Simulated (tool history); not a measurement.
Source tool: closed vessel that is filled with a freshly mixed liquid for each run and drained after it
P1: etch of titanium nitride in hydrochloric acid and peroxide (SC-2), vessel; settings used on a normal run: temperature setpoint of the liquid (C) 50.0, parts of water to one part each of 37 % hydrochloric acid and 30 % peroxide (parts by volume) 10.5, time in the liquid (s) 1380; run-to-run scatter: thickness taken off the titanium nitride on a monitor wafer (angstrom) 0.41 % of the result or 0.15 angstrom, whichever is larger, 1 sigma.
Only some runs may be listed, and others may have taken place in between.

run,day,temperature setpoint of the liquid (C),parts of water to one part each of 37 % hydrochloric acid and 30 % peroxide (parts by volume),time in the liquid (s),thickness taken off the titanium nitride on a monitor wafer (angstrom)
1,0.350,50.0,10.5,1380,213.0900
2,0.504,50.0,10.5,30,4.7771
3,0.825,66.0,10.5,1380,590.9700
4,1.042,50.0,10.5,1380,212.8800
5,1.312,50.0,18.0,1380,134.7900
6,1.583,50.0,10.5,2575,395.9900
# day 1.758: chemicals flow meter replaced
7,1.867,37.5,10.5,1380,90.2330
8,2.196,58.0,5.0,1380,640.3700
9,2.533,50.0,4.0,1380,445.6700
10,2.867,50.0,10.5,1380,214.1000
# day 3.092: new drum of peroxide connected
# day 3.104: thermometer replaced
11,3.108,41.0,10.5,2085,173.7200
12,3.392,50.0,10.5,1380,212.9000
13,3.608,50.0,16.5,2020,210.2400
14,3.829,50.0,10.5,1380,213.2700
15,4.154,50.0,10.5,1380,213.5200
16,4.325,50.0,10.5,1380,206.4700

Run 17 comes next. What will it give?
17,4.608,50.0,10.5,1380,?

For run 17 the tool returned thickness taken off the titanium nitride on a monitor wafer (angstrom) 199.4400.

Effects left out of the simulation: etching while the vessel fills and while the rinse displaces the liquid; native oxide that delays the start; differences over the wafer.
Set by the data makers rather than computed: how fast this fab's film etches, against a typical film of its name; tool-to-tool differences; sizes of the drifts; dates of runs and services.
